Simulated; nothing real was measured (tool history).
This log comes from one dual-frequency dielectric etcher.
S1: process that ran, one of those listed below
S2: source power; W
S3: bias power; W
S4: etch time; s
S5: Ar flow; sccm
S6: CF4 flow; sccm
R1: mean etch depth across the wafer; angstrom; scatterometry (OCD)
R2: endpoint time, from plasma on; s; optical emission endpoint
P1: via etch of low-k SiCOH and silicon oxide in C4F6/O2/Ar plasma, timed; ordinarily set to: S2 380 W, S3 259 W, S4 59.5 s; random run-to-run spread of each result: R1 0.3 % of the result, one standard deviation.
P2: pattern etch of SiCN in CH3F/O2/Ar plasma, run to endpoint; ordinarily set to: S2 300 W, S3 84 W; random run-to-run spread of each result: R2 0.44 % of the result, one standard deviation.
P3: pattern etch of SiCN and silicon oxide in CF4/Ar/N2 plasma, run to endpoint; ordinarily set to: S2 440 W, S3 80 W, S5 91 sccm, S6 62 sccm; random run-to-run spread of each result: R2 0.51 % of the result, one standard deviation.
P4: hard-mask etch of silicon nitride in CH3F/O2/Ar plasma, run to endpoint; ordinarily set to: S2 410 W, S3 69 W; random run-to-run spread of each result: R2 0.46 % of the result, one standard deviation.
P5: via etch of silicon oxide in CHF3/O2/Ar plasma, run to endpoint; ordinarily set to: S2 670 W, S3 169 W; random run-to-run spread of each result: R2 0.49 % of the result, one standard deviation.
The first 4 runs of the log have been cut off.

| run | hour | S1 | S2 | S3 | S4 | S5 | S6 | R1 | R2 |
|---|---|---|---|---|---|---|---|---|---|
| 5 | 57.0 | P4 | 410 | 69 |  |  |  |  | 60.238 |
| 6 | 70.3 | P1 | 380 | 259 | 59.5 |  |  | 1749.3 |  |
| 7 | 78.6 | P4 | 410 | 46 |  |  |  |  | 68.676 |
| 8 | 93.6 | P4 | 270 | 69 |  |  |  |  | 70.679 |
| 9 | 102.4 | P3 | 440 | 80 |  | 91 | 62 |  | 15.346 |
| 10 | 115.1 | P2 | 300 | 84 |  |  |  |  | 21.241 |
| 11 | 125.9 | P1 | 480 | 259 | 59.5 |  |  | 1896.2 |  |
| 12 | 133.0 | P2 | 210 | 84 |  |  |  |  | 24.544 |
| 13 | 143.8 | P1 | 380 | 259 | 79.5 |  |  | 2320.0 |  |
| 14 | 156.1 | P4 | 410 | 69 |  |  |  |  | 59.939 |
| 15 | 166.5 | P1 | 380 | 211 | 59.5 |  |  | 1633.1 |  |
| 16 | 179.2 | P2 | 300 | 101 |  |  |  |  | 20.072 |
| 17 | 187.2 | P1 | 380 | 259 | 32.5 |  |  | 949.7 |  |
| 18 | 196.4 | P3 | 440 | 80 |  | 91 | 80 |  | 14.882 |
| 19 | 211.0 | P1 | 380 | 259 | 59.5 |  |  | 1743.9 |  |
| 20 | 220.0 | P1 | 310 | 259 | 75.5 |  |  | 2047.8 |  |
| 21 | 232.7 | P5 | 670 | 169 |  |  |  |  | 228.890 |
| 22 | 246.3 | P3 | 350 | 80 |  | 91 | 62 |  | 18.889 |
| 23 | 254.8 | P1 | 380 | 320 | 59.5 |  |  | 1865.6 |  |
| 24 | 262.9 | P3 | 440 | 59 |  | 91 | 62 |  | 16.948 |
| 25 | 271.5 | P2 | 300 | 84 |  |  |  |  | 21.284 |
| 26 | 283.3 | P5 | 420 | 169 |  |  |  |  | 273.520 |
| 27 | 294.4 | P1 | 260 | 259 | 59.5 |  |  | 1520.0 |  |
| 28 | 306.0 | P3 | 440 | 80 |  | 55 | 62 |  | 14.501 |

What will run 29 give?
| 29 | 315.5 | P1 | 380 | 259 | 59.5 |  |  | ? |  |

{"run 29": {"R1": 1749.6}}
